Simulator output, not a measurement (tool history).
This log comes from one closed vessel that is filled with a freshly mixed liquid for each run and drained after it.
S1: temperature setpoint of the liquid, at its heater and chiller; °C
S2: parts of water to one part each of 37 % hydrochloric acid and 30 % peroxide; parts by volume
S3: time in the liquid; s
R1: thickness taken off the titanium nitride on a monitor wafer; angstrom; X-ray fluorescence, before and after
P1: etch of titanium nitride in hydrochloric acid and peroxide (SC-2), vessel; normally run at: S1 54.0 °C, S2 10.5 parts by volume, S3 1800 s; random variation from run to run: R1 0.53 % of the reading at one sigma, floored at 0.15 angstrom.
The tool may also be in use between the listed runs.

{"run": 1, "hour": 2.2, "S1": 54.0, "S2": 10.5, "S3": 1800, "R1": 303.76}
{"run": 2, "hour": 4.7, "S1": 54.0, "S2": 10.5, "S3": 3455, "R1": 580.68}
{"run": 3, "hour": 8.5, "S1": 54.0, "S2": 10.5, "S3": 1800, "R1": 299.72}
{"run": 4, "hour": 11.3, "S1": 54.0, "S2": 10.5, "S3": 255, "R1": 42.667}
{"run": 5, "hour": 13.4, "S1": 46.5, "S2": 17.0, "S3": 1800, "R1": 121.34}
{"run": 6, "hour": 16.4, "S1": 66.5, "S2": 10.5, "S3": 1800, "R1": 660.57}
{"run": 7, "hour": 19.3, "S1": 54.0, "S2": 17.5, "S3": 1800, "R1": 193.84}
{"run": 8, "hour": 21.6, "S1": 54.0, "S2": 10.5, "S3": 1800, "R1": 304.01}
{"run": 9, "hour": 25.8, "S1": 54.0, "S2": 10.5, "S3": 1800, "R1": 301.98}
{"run": 10, "hour": 28.9, "S1": 54.0, "S2": 10.5, "S3": 1800, "R1": 304.61}
{"run": 11, "hour": 32.4, "S1": 44.0, "S2": 10.5, "S3": 1800, "R1": 155.61}
{"run": 12, "hour": 34.9, "S1": 54.0, "S2": 10.5, "S3": 1800, "R1": 303.03}
{"run": 13, "hour": 38.3, "S1": 54.0, "S2": 10.5, "S3": 1800, "R1": 301.1}
{"run": 14, "hour": 41.5, "S1": 54.0, "S2": 4.0, "S3": 1800, "R1": 626.7}
{"run": 15, "hour": 43.9, "S1": 54.0, "S2": 10.5, "S3": 1800, "R1": 304.38}
{"run": 16, "hour": 48.0, "S1": 54.0, "S2": 10.5, "S3": 1800, "R1": 318.99}
{"run": 17, "hour": 52.2, "S1": 54.0, "S2": 10.5, "S3": 1800, "R1": 325.84}
{"run": 18, "hour": 54.7, "S1": 54.0, "S2": 10.5, "S3": 1800, "R1": 329.03}
{"run": 19, "hour": 57.7, "S1": 54.0, "S2": 10.5, "S3": 1800, "R1": 329.85}
{"run": 20, "hour": 60.2, "S1": 54.0, "S2": 10.5, "S3": 1800, "R1": 328.99}

Run 21, settings as shown, results not yet in. Your forecast:
{"run": 21, "hour": 63.4, "S1": 54.0, "S2": 10.5, "S3": 1800, "R1": "?"}

R1: 325.510 angstrom

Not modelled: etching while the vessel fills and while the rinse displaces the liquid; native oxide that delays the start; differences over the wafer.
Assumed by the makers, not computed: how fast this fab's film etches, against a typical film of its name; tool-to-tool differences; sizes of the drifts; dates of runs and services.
